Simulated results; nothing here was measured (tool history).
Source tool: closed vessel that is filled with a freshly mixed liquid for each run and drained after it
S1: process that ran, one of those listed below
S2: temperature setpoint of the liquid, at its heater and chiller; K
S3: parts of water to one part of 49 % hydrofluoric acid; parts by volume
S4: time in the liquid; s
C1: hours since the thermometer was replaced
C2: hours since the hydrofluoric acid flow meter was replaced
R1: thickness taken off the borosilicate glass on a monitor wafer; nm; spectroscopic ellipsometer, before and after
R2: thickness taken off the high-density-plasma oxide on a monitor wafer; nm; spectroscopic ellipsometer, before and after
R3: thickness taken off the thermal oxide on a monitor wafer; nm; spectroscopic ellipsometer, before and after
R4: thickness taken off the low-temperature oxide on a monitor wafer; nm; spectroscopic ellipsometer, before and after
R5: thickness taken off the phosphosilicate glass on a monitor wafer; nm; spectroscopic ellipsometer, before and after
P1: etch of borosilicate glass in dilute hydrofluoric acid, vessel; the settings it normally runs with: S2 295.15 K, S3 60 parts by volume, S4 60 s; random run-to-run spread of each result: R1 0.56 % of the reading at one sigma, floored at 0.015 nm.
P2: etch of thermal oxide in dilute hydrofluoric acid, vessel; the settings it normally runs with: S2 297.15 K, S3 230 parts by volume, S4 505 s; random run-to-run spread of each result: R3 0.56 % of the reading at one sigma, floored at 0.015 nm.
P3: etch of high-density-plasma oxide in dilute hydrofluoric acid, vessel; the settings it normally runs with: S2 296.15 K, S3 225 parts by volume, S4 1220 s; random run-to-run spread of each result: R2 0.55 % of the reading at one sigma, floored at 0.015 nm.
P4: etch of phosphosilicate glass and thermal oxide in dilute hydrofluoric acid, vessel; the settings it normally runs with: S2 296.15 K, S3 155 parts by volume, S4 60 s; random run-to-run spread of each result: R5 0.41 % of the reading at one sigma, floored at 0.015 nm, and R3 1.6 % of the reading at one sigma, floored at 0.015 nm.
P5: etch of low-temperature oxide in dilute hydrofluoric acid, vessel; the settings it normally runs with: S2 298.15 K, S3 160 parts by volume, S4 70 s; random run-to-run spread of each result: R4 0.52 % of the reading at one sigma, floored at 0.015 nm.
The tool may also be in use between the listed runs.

| run | hour | S1 | S2 | S3 | S4 | C1 | C2 | R1 | R2 | R3 | R4 | R5 |
|---|---|---|---|---|---|---|---|---|---|---|---|---|
| 1 | 6.0 | P1 | 295.15 | 60 | 60 | 1337.5 | 814.4 | 22.764 |  |  |  |  |
| 2 | 13.6 | P3 | 296.15 | 225 | 2260 | 1345.1 | 822.0 |  | 54.319 |  |  |  |
| 3 | 18.6 | P2 | 297.15 | 230 | 505 | 1350.1 | 827.0 |  |  | 8.45440 |  |  |
| 4 | 26.4 | P5 | 298.15 | 160 | 70 | 1357.9 | 834.8 |  |  |  | 4.5340 |  |
| 5 | 33.8 | P2 | 290.65 | 230 | 505 | 1365.3 | 842.2 |  |  | 6.63690 |  |  |
| 6 | 42.6 | P5 | 298.15 | 35 | 70 | 1374.1 | 851.0 |  |  |  | 24.3120 |  |
| 7 | 49.8 | P5 | 298.15 | 160 | 70 | 1381.3 | 858.2 |  |  |  | 4.5290 |  |
| 8 | 54.8 | P1 | 301.65 | 60 | 60 | 1386.3 | 863.2 | 29.923 |  |  |  |  |
| 9 | 62.7 | P1 | 291.15 | 35 | 60 | 1394.2 | 871.1 | 33.915 |  |  |  |  |
| 10 | 71.1 | P4 | 296.15 | 155 | 60 | 1402.6 | 879.5 |  |  | 1.57970 |  | 52.656 |
| 11 | 80.0 | P1 | 295.15 | 60 | 115 | 1411.5 | 888.4 | 43.523 |  |  |  |  |
| 12 | 85.6 | P1 | 290.15 | 60 | 60 | 1417.1 | 894.0 | 18.479 |  |  |  |  |
| 13 | 90.9 | P2 | 297.15 | 230 | 505 | 1422.4 | 899.3 |  |  | 8.48320 |  |  |
| 14 | 95.1 | P1 | 295.15 | 60 | 60 | 1426.6 | 903.5 | 22.744 |  |  |  |  |
| 15 | 102.2 | P4 | 300.15 | 155 | 60 | 1433.7 | 910.6 |  |  | 1.86260 |  | 60.534 |
| 16 | 110.3 | P4 | 296.15 | 155 | 30 | 1441.8 | 918.7 |  |  | 0.77151 |  | 26.025 |
| 17 | 119.8 | P1 | 295.15 | 60 | 30 | 1451.3 | 928.2 | 11.485 |  |  |  |  |
| 18 | 126.2 | P1 | 295.15 | 20 | 30 | 1457.7 | 934.6 | 36.288 |  |  |  |  |
| 19 | 133.3 | P1 | 295.15 | 60 | 60 | 1464.8 | 941.7 | 22.997 |  |  |  |  |
| 20 | 142.4 | P5 | 305.15 | 160 | 70 | 1473.9 | 950.8 |  |  |  | 5.9035 |  |
| 21 | 149.9 | P3 | 304.15 | 225 | 1220 | 1481.4 | 958.3 |  | 38.806 |  |  |  |
| 22 | 158.1 | P2 | 297.15 | 70 | 505 | 1489.6 | 966.5 |  |  | 33.37900 |  |  |
| 23 | 165.8 | P1 | 295.15 | 60 | 60 | 1497.3 | 974.2 | 22.934 |  |  |  |  |
| 24 | 171.3 | P1 | 295.15 | 30 | 60 | 1502.8 | 979.7 | 47.469 |  |  |  |  |
| 25 | 179.1 | P3 | 296.15 | 410 | 1220 | 1510.6 | 987.5 |  | 13.429 |  |  |  |
| 26 | 186.1 | P1 | 295.15 | 30 | 105 | 1517.6 | 994.5 | 82.976 |  |  |  |  |
| 27 | 191.6 | P3 | 296.15 | 225 | 1220 | 1523.1 | 1000.0 |  | 29.447 |  |  |  |
| 28 | 198.6 | P3 | 296.15 | 225 | 1220 | 1530.1 | 1007.0 |  | 29.176 |  |  |  |
| 29 | 206.2 | P1 | 295.15 | 60 | 60 | 1537.7 | 1014.6 | 22.714 |  |  |  |  |
| 30 | 213.4 | P1 | 295.15 | 80 | 60 | 1544.9 | 1021.8 | 16.661 |  |  |  |  |
| 31 | 218.4 | P1 | 295.15 | 60 | 60 | 1549.9 | 1026.8 | 22.975 |  |  |  |  |
| 32 | 223.4 | P5 | 298.15 | 160 | 120 | 1554.9 | 1031.8 |  |  |  | 7.9178 |  |
| 33 | 227.9 | P2 | 297.15 | 230 | 105 | 1559.4 | 1036.3 |  |  | 1.75320 |  |  |
| 34 | 232.7 | P4 | 296.15 | 35 | 60 | 1564.2 | 1041.1 |  |  | 8.11150 |  | 266.660 |
| 35 | 241.2 | P1 | 295.15 | 60 | 60 | 1572.7 | 1049.6 | 22.604 |  |  |  |  |
| 36 | 248.6 | P1 | 295.15 | 60 | 60 | 1580.1 | 1057.0 | 22.328 |  |  |  |  |
| 37 | 257.7 | P1 | 295.15 | 60 | 60 | 1589.2 | 1066.1 | 21.935 |  |  |  |  |
| 38 | 266.0 | P1 | 295.15 | 60 | 60 | 1597.5 | 1074.4 | 21.777 |  |  |  |  |
| 39 | 273.4 | P1 | 295.15 | 60 | 60 | 1604.9 | 1081.8 | 21.647 |  |  |  |  |
| 40 | 282.7 | P1 | 295.15 | 60 | 60 | 1614.2 | 1091.1 | 21.399 |  |  |  |  |
| 41 | 290.0 | P1 | 295.15 | 60 | 60 | 1621.5 | 1098.4 | 21.552 |  |  |  |  |
| 42 | 295.7 | P1 | 295.15 | 60 | 60 | 1627.2 | 1104.1 | 21.498 |  |  |  |  |
| 43 | 301.0 | P1 | 295.15 | 60 | 60 | 1632.5 | 1109.4 | 21.448 |  |  |  |  |
| 44 | 306.6 | P1 | 295.15 | 60 | 60 | 1638.1 | 1115.0 | 21.394 |  |  |  |  |
| 45 | 311.1 | P1 | 295.15 | 60 | 60 | 1642.6 | 1119.5 | 21.400 |  |  |  |  |
| 46 | 316.5 | P1 | 295.15 | 60 | 60 | 1648.0 | 1124.9 | 21.692 |  |  |  |  |

P1 has crept away from where it was. The log is fitted equally well by each of these 2 causes, at the sizes shown:
A: liquid colder than its thermometer reads (K) = 1.53
B: hydrofluoric acid flow below the setpoint (%) = 5.73
The drift started at roughly hour 241.2.

4 check runs are offered, each on 2 wafers whose results are averaged, their results left as question marks. Which one tells the causes apart?
| check 1 | 321.9 | P3 | 302.65 | 345 | 1220 |  |  |  | ? |  |  |  |
| check 2 | 321.9 | P4 | 296.15 | 85 | 30 |  |  |  |  | ? |  | ? |
| check 3 | 321.9 | P2 | 291.65 | 120 | 505 |  |  |  |  | ? |  |  |
| check 4 | 321.9 | P5 | 302.65 | 40 | 70 |  |  |  |  |  | ? |  |

What every check run would give for each of its results, assuming each possible cause in turn:
| check | result | if A | if B |
|---|---|---|---|
| check 1 | R2 | 20.035 | 19.404 |
| check 2 | R3 | 1.46830 | 1.46370 |
| check 2 | R5 | 48.486 | 48.335 |
| check 3 | R3 | 13.79500 | 13.75100 |
| check 4 | R4 | 23.9360 | 23.9000 |
Per-check spread between the two closest causes, in the result where they differ most: check 1 3.2 %; check 2 0.31 %; check 3 0.32 %; check 4 0.15 %
Check 1 distinguishes between the causes, while the remaining checks would return nearly the same result for all of them.

After running check 1, the following was obtained: R2 19.422 nm. Which cause does this point to?

Of the candidate causes, it is B: hydrofluoric acid flow below the setpoint (%).
